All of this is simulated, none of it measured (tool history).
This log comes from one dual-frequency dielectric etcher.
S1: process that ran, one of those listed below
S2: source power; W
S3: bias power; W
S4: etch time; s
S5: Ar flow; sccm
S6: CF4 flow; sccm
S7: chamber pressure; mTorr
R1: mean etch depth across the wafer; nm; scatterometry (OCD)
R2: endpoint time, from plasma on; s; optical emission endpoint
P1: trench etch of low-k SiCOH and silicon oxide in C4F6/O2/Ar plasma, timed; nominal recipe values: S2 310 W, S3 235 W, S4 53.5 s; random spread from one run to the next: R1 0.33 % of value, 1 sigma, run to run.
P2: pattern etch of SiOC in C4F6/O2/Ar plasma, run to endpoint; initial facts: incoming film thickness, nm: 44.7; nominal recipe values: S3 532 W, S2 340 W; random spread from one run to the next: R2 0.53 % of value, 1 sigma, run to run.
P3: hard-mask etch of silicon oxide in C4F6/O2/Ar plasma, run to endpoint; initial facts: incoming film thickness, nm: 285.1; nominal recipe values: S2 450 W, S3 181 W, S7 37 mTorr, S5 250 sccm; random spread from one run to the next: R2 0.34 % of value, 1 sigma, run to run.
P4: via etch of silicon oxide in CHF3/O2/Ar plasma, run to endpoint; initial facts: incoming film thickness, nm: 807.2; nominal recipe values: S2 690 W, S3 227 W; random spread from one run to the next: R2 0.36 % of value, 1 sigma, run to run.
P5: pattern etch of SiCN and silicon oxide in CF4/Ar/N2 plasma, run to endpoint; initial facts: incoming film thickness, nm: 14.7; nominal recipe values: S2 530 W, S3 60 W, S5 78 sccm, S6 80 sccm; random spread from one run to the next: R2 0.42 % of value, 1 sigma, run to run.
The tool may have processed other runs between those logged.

run 1 hour=13.5 | S1=P1 S2=310 S3=235 S4=53.5 | R1=177.03
run 2 hour=26.2 | S1=P5 S2=530 S3=42 S5=78 S6=80 | R2=16.006
run 3 hour=33.2 | S1=P1 S2=310 S3=235 S4=53.5 | R1=176.11
run 4 hour=46.5 | S1=P1 S2=310 S3=235 S4=38 | R1=125.8
run 5 hour=52.9 | S1=P5 S2=630 S3=60 S5=78 S6=80 | R2=12.415
run 6 hour=65.5 | S1=P3 S2=450 S3=181 S5=250 S7=49 | R2=91.632
run 7 hour=75 | S1=P3 S2=590 S3=181 S5=250 S7=37 | R2=79.407
run 8 hour=84.6 | S1=P3 S2=450 S3=181 S5=154 S7=37 | R2=84.081
run 9 hour=91 | S1=P3 S2=450 S3=249 S5=250 S7=37 | R2=79.782
run 10 hour=99.3 | S1=P4 S2=690 S3=227 | R2=360.23
run 11 hour=112.5 | S1=P1 S2=310 S3=235 S4=53.5 | R1=176.44
run 12 hour=119.3 | S1=P4 S2=540 S3=227 | R2=398.71
run 13 hour=132.7 | S1=P2 S2=470 S3=532 | R2=13.536
run 14 hour=139.4 | S1=P4 S2=690 S3=227 | R2=361.08
run 15 hour=148.4 | S1=P1 S2=310 S3=171 S4=53.5 | R1=159.68
run 16 hour=156.3 | S1=P2 S2=340 S3=325 | R2=18.346
run 17 hour=168 | S1=P1 S2=310 S3=306 S4=29.5 | R1=106.61
run 18 hour=177 | S1=P1 S2=430 S3=235 S4=53.5 | R1=199.61
run 19 hour=183.1 | S1=P1 S2=180 S3=235 S4=53.5 | R1=144.3
run 20 hour=190.7 | S1=P3 S2=450 S3=181 S5=250 S7=37 | R2=88.55
run 21 hour=202.1 | S1=P5 S2=530 S3=60 S5=78 S6=80 | R2=14.473
run 22 hour=214.4 | S1=P1 S2=310 S3=320 S4=53.5 | R1=196.37
run 23 hour=221.9 | S1=P1 S2=310 S3=235 S4=53.5 | R1=176.63
run 24 hour=232.9 | S1=P1 S2=370 S3=235 S4=65 | R1=229.09
run 25 hour=245.7 | S1=P1 S2=310 S3=235 S4=53.5 | R1=175.61
run 26 hour=256.2 | S1=P5 S2=530 S3=60 S5=108 S6=80 | R2=15.317
run 27 hour=263.6 | S1=P1 S2=310 S3=235 S4=53.5 | R1=177.58
run 28 hour=269.6 | S1=P2 S2=340 S3=532 | R2=15.249
run 29 hour=278.9 | S1=P2 S2=340 S3=532 | R2=15.251
run 30 hour=287.6 | S1=P5 S2=530 S3=60 S5=78 S6=103 | R2=14.019
run 31 hour=300.3 | S1=P5 S2=530 S3=60 S5=78 S6=80 | R2=14.552
run 32 hour=309.8 | S1=P1 S2=310 S3=282 S4=35.5 | R1=124.33
run 33 hour=315.8 | S1=P1 S2=310 S3=235 S4=77.5 | R1=256.48
run 34 hour=327.6 | S1=P4 S2=690 S3=150 | R2=416.11
run 35 hour=339.2 | S1=P1 S2=310 S3=235 S4=53.5 | R1=176.53
run 36 hour=350.5 | S1=P1 S2=310 S3=235 S4=53.5 | R1=174.47
run 37 hour=358.7 | S1=P1 S2=310 S3=235 S4=53.5 | R1=174.25
run 38 hour=370.1 | S1=P1 S2=310 S3=235 S4=53.5 | R1=174.88
-- hour=379.7 wet clean of the chamber
run 39 hour=383.8 | S1=P1 S2=310 S3=235 S4=53.5 | R1=174.17
run 40 hour=396.9 | S1=P1 S2=310 S3=235 S4=53.5 | R1=173.69
run 41 hour=408 | S1=P1 S2=310 S3=235 S4=53.5 | R1=173.51

Compared with where it was, what P1 gives has crept away. Each cause listed below fits the log as well as the rest, at the size given for it:
A: source power that arrives under what is set, % = 4.27
B: bias power that arrives under what is set, % = 4.81
Onset of the creep was near hour 339.2.
All other causes, with the reason each is excluded:
chamber walls in a state that lowers the etch rate, %: serviced at hour 379.7, after the drift had started, without restoring the earlier output

Consider the 4 check runs below, whose results appear as question marks and each of which averages 2 wafers. Which one distinguishes the causes, in that each cause would give it a clearly different result?
run check 1 hour=419.1 | S1=P4 S2=690 S3=227 | R2=?
run check 2 hour=419.1 | S1=P2 S2=340 S3=532 | R2=?
run check 3 hour=419.1 | S1=P3 S2=450 S3=181 S5=250 S7=37 | R2=?
run check 4 hour=419.1 | S1=P5 S2=530 S3=60 S5=78 S6=80 | R2=?

What each check would give under each cause:
check=check_1 result=R2 if_A=367.24 if_B=367.45
check=check_2 result=R2 if_A=15.486 if_B=15.527
check=check_3 result=R2 if_A=89.899 if_B=89.75
check=check_4 result=R2 if_A=15.065 if_B=14.703
Gap, in per cent, between the two causes that each check separates least, read from the result that separates them most: check 1 0.06 %; check 2 0.26 %; check 3 0.17 %; check 4 2.43 %
The other checks would show nearly matching results whichever cause is true, so check 4 is the only one that separates the causes.

Then check 4 was run and gave: R2 14.679 s. Which cause is it?

The correct cause is B, namely: bias power that arrives under what is set, %.
